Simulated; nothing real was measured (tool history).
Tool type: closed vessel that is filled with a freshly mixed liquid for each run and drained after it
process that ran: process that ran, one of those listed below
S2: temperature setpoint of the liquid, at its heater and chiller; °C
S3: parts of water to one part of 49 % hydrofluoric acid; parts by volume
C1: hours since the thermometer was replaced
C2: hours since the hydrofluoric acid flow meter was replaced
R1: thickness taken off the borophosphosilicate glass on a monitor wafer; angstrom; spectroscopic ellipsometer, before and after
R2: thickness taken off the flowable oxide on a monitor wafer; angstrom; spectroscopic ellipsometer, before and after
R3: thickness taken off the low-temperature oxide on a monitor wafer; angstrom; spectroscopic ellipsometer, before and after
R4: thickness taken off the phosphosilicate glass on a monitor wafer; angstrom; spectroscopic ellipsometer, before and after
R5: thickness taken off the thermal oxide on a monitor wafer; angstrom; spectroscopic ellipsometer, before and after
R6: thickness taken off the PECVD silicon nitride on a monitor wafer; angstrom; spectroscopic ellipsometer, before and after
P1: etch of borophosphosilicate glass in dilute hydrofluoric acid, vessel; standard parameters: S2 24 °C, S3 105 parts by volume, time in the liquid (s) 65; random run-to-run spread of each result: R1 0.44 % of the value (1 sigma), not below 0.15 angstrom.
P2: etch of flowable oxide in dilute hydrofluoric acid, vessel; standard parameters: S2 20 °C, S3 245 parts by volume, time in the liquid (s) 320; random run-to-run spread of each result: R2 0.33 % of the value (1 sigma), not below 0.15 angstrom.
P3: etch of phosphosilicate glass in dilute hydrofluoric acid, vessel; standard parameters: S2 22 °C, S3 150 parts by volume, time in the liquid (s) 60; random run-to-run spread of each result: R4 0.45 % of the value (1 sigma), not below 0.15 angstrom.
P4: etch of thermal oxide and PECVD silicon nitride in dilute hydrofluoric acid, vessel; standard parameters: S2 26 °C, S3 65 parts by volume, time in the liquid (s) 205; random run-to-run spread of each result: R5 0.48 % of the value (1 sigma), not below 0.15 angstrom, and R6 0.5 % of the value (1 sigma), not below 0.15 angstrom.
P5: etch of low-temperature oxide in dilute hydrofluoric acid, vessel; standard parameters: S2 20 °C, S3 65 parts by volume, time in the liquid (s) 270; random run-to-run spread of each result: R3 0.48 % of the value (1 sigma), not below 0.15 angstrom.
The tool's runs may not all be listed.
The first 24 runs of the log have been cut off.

{"run": 25, "hour": 293.6, "process that ran": "P2", "S2": 20, "S3": 245, "time in the liquid (s)": 30, "C1": 1550, "C2": 569.4, "R2": 31.474}
{"run": 26, "hour": 304.6, "process that ran": "P3", "S2": 22, "S3": 150, "time in the liquid (s)": 60, "C1": 1561, "C2": 580.4, "R4": 462.32}
{"run": 27, "hour": 313.7, "process that ran": "P3", "S2": 22, "S3": 35, "time in the liquid (s)": 60, "C1": 1570.1, "C2": 589.5, "R4": 2294.6}
{"run": 28, "hour": 325.4, "process that ran": "P5", "S2": 20, "S3": 65, "time in the liquid (s)": 510, "C1": 1581.8, "C2": 601.2, "R3": 975.09}
{"run": 29, "hour": 340.0, "process that ran": "P3", "S2": 22, "S3": 150, "time in the liquid (s)": 60, "C1": 1596.4, "C2": 615.8, "R4": 469.88}
{"run": 30, "hour": 354.3, "process that ran": "P4", "S2": 26, "S3": 65, "time in the liquid (s)": 205, "C1": 1610.7, "C2": 630.1, "R5": 156.37, "R6": 107.9}
{"run": 31, "hour": 367.4, "process that ran": "P1", "S2": 24, "S3": 25, "time in the liquid (s)": 65, "C1": 1623.8, "C2": 643.2, "R1": 808.53}
{"run": 32, "hour": 378.0, "process that ran": "P4", "S2": 26, "S3": 65, "time in the liquid (s)": 205, "C1": 1634.4, "C2": 653.8, "R5": 157.22, "R6": 106.55}
{"run": 33, "hour": 392.0, "process that ran": "P1", "S2": 18, "S3": 105, "time in the liquid (s)": 65, "C1": 1648.4, "C2": 667.8, "R1": 137.13}
{"run": 34, "hour": 408.6, "process that ran": "P1", "S2": 24, "S3": 105, "time in the liquid (s)": 65, "C1": 1665, "C2": 684.4, "R1": 175.29}
{"run": 35, "hour": 417.9, "process that ran": "P1", "S2": 24, "S3": 105, "time in the liquid (s)": 65, "C1": 1674.3, "C2": 693.7, "R1": 180.32}
{"run": 36, "hour": 429.2, "process that ran": "P1", "S2": 24, "S3": 105, "time in the liquid (s)": 65, "C1": 1685.6, "C2": 705, "R1": 185.13}
{"run": 37, "hour": 441.3, "process that ran": "P1", "S2": 24, "S3": 105, "time in the liquid (s)": 65, "C1": 1697.7, "C2": 717.1, "R1": 186.25}

Expected results for the next run?
{"run": 38, "hour": 455.5, "process that ran": "P1", "S2": 24, "S3": 105, "time in the liquid (s)": 65, "C1": 1711.9, "C2": 731.3, "R1": "?"}

R1: 188.46 angstrom
